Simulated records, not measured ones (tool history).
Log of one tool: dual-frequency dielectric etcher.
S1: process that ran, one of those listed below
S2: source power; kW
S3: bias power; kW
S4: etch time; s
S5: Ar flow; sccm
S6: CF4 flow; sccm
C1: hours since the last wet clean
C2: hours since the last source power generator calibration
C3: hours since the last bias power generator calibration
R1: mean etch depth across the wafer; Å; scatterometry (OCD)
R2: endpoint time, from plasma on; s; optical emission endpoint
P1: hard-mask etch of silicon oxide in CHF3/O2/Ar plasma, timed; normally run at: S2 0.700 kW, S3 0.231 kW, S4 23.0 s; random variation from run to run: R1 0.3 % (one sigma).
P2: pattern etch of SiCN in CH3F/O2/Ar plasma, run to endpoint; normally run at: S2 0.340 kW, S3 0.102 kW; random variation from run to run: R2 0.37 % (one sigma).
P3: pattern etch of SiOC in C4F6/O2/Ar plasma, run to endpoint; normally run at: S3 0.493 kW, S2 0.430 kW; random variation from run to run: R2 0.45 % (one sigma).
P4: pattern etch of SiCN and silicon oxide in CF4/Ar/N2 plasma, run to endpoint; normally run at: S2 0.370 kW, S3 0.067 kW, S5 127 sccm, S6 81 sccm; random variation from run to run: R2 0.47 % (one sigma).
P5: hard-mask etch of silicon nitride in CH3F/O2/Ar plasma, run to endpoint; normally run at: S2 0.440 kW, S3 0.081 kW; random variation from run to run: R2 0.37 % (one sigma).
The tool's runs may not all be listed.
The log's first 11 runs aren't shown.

Run 12, hour 75.0: S1 P1, S2 0.700 kW, S3 0.231 kW, S4 23.0 s; C1 265.9; C2 661.7; C3 1216.1. Result: R1 529.57 Å.
Run 13, hour 80.1: S1 P1, S2 0.550 kW, S3 0.141 kW, S4 23.0 s; C1 271.0; C2 666.8; C3 1221.2. Result: R1 414.25 Å.
Run 14, hour 87.4: S1 P1, S2 0.570 kW, S3 0.175 kW, S4 23.0 s; C1 278.3; C2 674.1; C3 1228.5. Result: R1 449.37 Å.
Run 15, hour 91.6: S1 P4, S2 0.370 kW, S3 0.092 kW, S5 127 sccm, S6 81 sccm; C1 282.5; C2 678.3; C3 1232.7. Result: R2 15.611 s.
At hour 96.9: bias power generator calibrated.
Run 16, hour 99.9: S1 P1, S2 0.700 kW, S3 0.231 kW, S4 17.0 s; C1 290.8; C2 686.6; C3 3.0. Result: R1 391.89 Å.
Run 17, hour 108.6: S1 P1, S2 0.700 kW, S3 0.310 kW, S4 23.0 s; C1 299.5; C2 695.3; C3 11.7. Result: R1 593.08 Å.
Run 18, hour 116.9: S1 P2, S2 0.340 kW, S3 0.102 kW; C1 307.8; C2 703.6; C3 20.0. Result: R2 14.021 s.
Run 19, hour 121.3: S1 P1, S2 0.700 kW, S3 0.231 kW, S4 23.0 s; C1 312.2; C2 708.0; C3 24.4. Result: R1 530.77 Å.
Run 20, hour 127.9: S1 P1, S2 0.700 kW, S3 0.231 kW, S4 23.0 s; C1 318.8; C2 714.6; C3 31.0. Result: R1 530.81 Å.
Run 21, hour 136.5: S1 P4, S2 0.370 kW, S3 0.067 kW, S5 163 sccm, S6 81 sccm; C1 327.4; C2 723.2; C3 39.6. Result: R2 18.131 s.
Run 22, hour 142.6: S1 P5, S2 0.440 kW, S3 0.081 kW; C1 333.5; C2 729.3; C3 45.7. Result: R2 52.955 s.
Run 23, hour 150.2: S1 P1, S2 0.700 kW, S3 0.147 kW, S4 23.0 s; C1 341.1; C2 736.9; C3 53.3. Result: R1 455.65 Å.
Run 24, hour 154.5: S1 P3, S2 0.430 kW, S3 0.493 kW; C1 345.4; C2 741.2; C3 57.6. Result: R2 12.904 s.
Run 25, hour 161.9: S1 P5, S2 0.590 kW, S3 0.081 kW; C1 352.8; C2 748.6; C3 65.0. Result: R2 47.405 s.
Run 26, hour 168.2: S1 P5, S2 0.440 kW, S3 0.112 kW; C1 359.1; C2 754.9; C3 71.3. Result: R2 46.924 s.
Run 27, hour 176.5: S1 P1, S2 0.520 kW, S3 0.231 kW, S4 23.0 s; C1 367.4; C2 763.2; C3 79.6. Result: R1 477.05 Å.
Run 28, hour 181.3: S1 P1, S2 0.700 kW, S3 0.158 kW, S4 17.5 s; C1 372.2; C2 768.0; C3 84.4. Result: R1 356.52 Å.
Run 29, hour 186.3: S1 P1, S2 0.700 kW, S3 0.231 kW, S4 33.5 s; C1 377.2; C2 773.0; C3 89.4. Result: R1 775.48 Å.
Run 30, hour 193.6: S1 P3, S2 0.430 kW, S3 0.595 kW; C1 384.5; C2 780.3; C3 96.7. Result: R2 12.144 s.
Run 31, hour 198.1: S1 P1, S2 0.700 kW, S3 0.231 kW, S4 23.0 s; C1 389.0; C2 784.8; C3 101.2. Result: R1 531.66 Å.
Run 32, hour 203.9: S1 P1, S2 0.700 kW, S3 0.231 kW, S4 23.0 s; C1 394.8; C2 790.6; C3 107.0. Result: R1 532.40 Å.
Run 33, hour 210.9: S1 P1, S2 0.700 kW, S3 0.231 kW, S4 23.0 s; C1 401.8; C2 797.6; C3 114.0. Result: R1 528.91 Å.

The next listed run, before its measurement:
Run 34, hour 219.8: S1 P1, S2 0.700 kW, S3 0.231 kW, S4 23.0 s; C1 410.7; C2 806.5; C3 122.9. Result: R1 ?.

{"run 34": {"R1": 530.52}}
